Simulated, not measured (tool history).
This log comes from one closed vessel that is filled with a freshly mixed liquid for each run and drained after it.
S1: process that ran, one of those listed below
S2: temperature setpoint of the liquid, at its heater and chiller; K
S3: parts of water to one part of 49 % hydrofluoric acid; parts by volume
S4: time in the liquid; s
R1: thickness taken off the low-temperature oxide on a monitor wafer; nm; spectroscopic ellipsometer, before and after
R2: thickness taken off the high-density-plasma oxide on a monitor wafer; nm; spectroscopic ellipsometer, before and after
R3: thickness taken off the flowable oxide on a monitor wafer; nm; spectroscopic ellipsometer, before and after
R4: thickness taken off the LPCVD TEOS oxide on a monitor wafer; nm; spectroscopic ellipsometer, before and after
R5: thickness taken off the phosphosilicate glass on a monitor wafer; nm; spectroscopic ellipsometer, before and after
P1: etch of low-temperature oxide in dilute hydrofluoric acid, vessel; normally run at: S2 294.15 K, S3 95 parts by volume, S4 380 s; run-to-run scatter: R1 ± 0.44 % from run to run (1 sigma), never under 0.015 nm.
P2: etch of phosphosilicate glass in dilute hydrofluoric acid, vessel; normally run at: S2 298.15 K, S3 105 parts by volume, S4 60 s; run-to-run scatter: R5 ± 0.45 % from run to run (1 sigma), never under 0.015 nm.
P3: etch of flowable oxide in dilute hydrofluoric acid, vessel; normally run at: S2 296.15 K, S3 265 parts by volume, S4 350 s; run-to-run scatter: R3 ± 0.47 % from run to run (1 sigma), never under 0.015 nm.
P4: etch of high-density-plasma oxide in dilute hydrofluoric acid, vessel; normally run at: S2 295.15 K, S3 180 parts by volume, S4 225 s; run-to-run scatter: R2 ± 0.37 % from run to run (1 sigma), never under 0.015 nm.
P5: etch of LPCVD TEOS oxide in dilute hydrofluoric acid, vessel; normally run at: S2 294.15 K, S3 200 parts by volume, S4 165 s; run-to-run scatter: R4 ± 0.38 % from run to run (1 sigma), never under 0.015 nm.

{"run": 1, "day": 0.254, "S1": "P1", "S2": 294.15, "S3": 95, "S4": 380, "R1": 43.27}
{"run": 2, "day": 0.475, "S1": "P4", "S2": 295.15, "S3": 180, "S4": 225, "R2": 9.6605}
{"run": 3, "day": 0.617, "S1": "P1", "S2": 294.15, "S3": 95, "S4": 380, "R1": 43.112}
{"run": 4, "day": 0.808, "S1": "P3", "S2": 296.15, "S3": 265, "S4": 350, "R3": 25.009}
{"run": 5, "day": 0.954, "S1": "P5", "S2": 294.15, "S3": 90, "S4": 165, "R4": 55.263}
{"run": 6, "day": 1.212, "S1": "P1", "S2": 294.15, "S3": 95, "S4": 30, "R1": 3.3978}
{"run": 7, "day": 1.375, "S1": "P1", "S2": 301.65, "S3": 95, "S4": 380, "R1": 58.136}
{"run": 8, "day": 1.512, "S1": "P1", "S2": 294.15, "S3": 25, "S4": 570, "R1": 270.12}
{"run": 9, "day": 1.671, "S1": "P4", "S2": 295.15, "S3": 180, "S4": 425, "R2": 18.267}
{"run": 10, "day": 1.817, "S1": "P1", "S2": 294.15, "S3": 95, "S4": 380, "R1": 42.919}
{"run": 11, "day": 2.029, "S1": "P1", "S2": 294.15, "S3": 95, "S4": 380, "R1": 42.907}
{"run": 12, "day": 2.204, "S1": "P2", "S2": 298.15, "S3": 105, "S4": 85, "R5": 163.29}
{"run": 13, "day": 2.483, "S1": "P4", "S2": 295.15, "S3": 70, "S4": 225, "R2": 28.104}
{"run": 14, "day": 2.617, "S1": "P5", "S2": 294.15, "S3": 200, "S4": 165, "R4": 21.881}
{"run": 15, "day": 2.871, "S1": "P5", "S2": 300.15, "S3": 200, "S4": 165, "R4": 27.588}
{"run": 16, "day": 3.046, "S1": "P1", "S2": 294.15, "S3": 95, "S4": 380, "R1": 42.942}
{"run": 17, "day": 3.192, "S1": "P4", "S2": 299.65, "S3": 180, "S4": 225, "R2": 11.448}
{"run": 18, "day": 3.408, "S1": "P1", "S2": 294.15, "S3": 95, "S4": 655, "R1": 73.652}
{"run": 19, "day": 3.608, "S1": "P1", "S2": 294.15, "S3": 25, "S4": 380, "R1": 176.38}
{"run": 20, "day": 3.858, "S1": "P2", "S2": 290.15, "S3": 105, "S4": 60, "R5": 82.725}
{"run": 21, "day": 3.992, "S1": "P1", "S2": 294.15, "S3": 95, "S4": 380, "R1": 42.973}
{"run": 22, "day": 4.246, "S1": "P3", "S2": 296.15, "S3": 450, "S4": 350, "R3": 12.265}
{"run": 23, "day": 4.442, "S1": "P3", "S2": 296.15, "S3": 265, "S4": 155, "R3": 11.06}
{"run": 24, "day": 4.579, "S1": "P3", "S2": 296.15, "S3": 265, "S4": 350, "R3": 24.646}
{"run": 25, "day": 4.817, "S1": "P1", "S2": 294.15, "S3": 135, "S4": 380, "R1": 29.002}
{"run": 26, "day": 5.05, "S1": "P2", "S2": 298.15, "S3": 35, "S4": 60, "R5": 377.27}
{"run": 27, "day": 5.271, "S1": "P3", "S2": 303.65, "S3": 265, "S4": 350, "R3": 32.295}
{"run": 28, "day": 5.421, "S1": "P5", "S2": 294.15, "S3": 200, "S4": 30, "R4": 4.0441}
{"run": 29, "day": 5.625, "S1": "P2", "S2": 298.15, "S3": 105, "S4": 60, "R5": 115.42}
{"run": 30, "day": 5.862, "S1": "P1", "S2": 290.15, "S3": 95, "S4": 380, "R1": 36.447}
{"run": 31, "day": 6.104, "S1": "P1", "S2": 294.15, "S3": 95, "S4": 380, "R1": 43.036}
{"run": 32, "day": 6.354, "S1": "P1", "S2": 294.15, "S3": 95, "S4": 380, "R1": 45.01}
{"run": 33, "day": 6.638, "S1": "P1", "S2": 294.15, "S3": 95, "S4": 380, "R1": 45.918}
{"run": 34, "day": 6.908, "S1": "P1", "S2": 294.15, "S3": 95, "S4": 380, "R1": 46.272}
{"run": 35, "day": 7.175, "S1": "P1", "S2": 294.15, "S3": 95, "S4": 380, "R1": 46.893}
{"run": 36, "day": 7.438, "S1": "P1", "S2": 294.15, "S3": 95, "S4": 380, "R1": 46.738}
{"run": 37, "day": 7.642, "S1": "P1", "S2": 294.15, "S3": 95, "S4": 380, "R1": 46.923}

P1 no longer gives what it gave before; its output has crept away from where it was. The following 2 causes, each at its listed size, fit the log equally well:
A: hydrofluoric acid flow above the setpoint (%) = 8.24
B: liquid hotter than its thermometer reads (K) = 2.17
The drift started at roughly day 6.104.

Consider the 4 check runs below, whose results appear as question marks and each of which averages 2 wafers. Which one distinguishes the causes, in that each cause would give it a clearly different result?
{"run": "check 1", "day": 7.846, "S1": "P4", "S2": 295.15, "S3": 75, "S4": 410, "R2": "?"}
{"run": "check 2", "day": 7.846, "S1": "P2", "S2": 298.15, "S3": 35, "S4": 85, "R5": "?"}
{"run": "check 3", "day": 7.846, "S1": "P5", "S2": 297.65, "S3": 95, "S4": 165, "R4": "?"}
{"run": "check 4", "day": 7.846, "S1": "P3", "S2": 303.65, "S3": 265, "S4": 185, "R3": "?"}

What each check would give under each cause:
check=check_1 result=R2 if_A=52.0000 if_B=52.1090
check=check_2 result=R5 if_A=584.040 if_B=587.720
check=check_3 result=R4 if_A=65.2620 if_B=65.0540
check=check_4 result=R3 if_A=18.831 if_B=18.230
Per check, the gap between the least separated pair of causes, taken in the result that splits them most: check 1 0.21 %; check 2 0.63 %; check 3 0.32 %; check 4 3.25 %
The causes can be told apart only by check 4. The other checks would give nearly the same results under each of them.

After running check 4, the following was obtained: R3 18.250 nm. Which cause does this point to?

The correct cause is B, namely: liquid hotter than its thermometer reads (K).
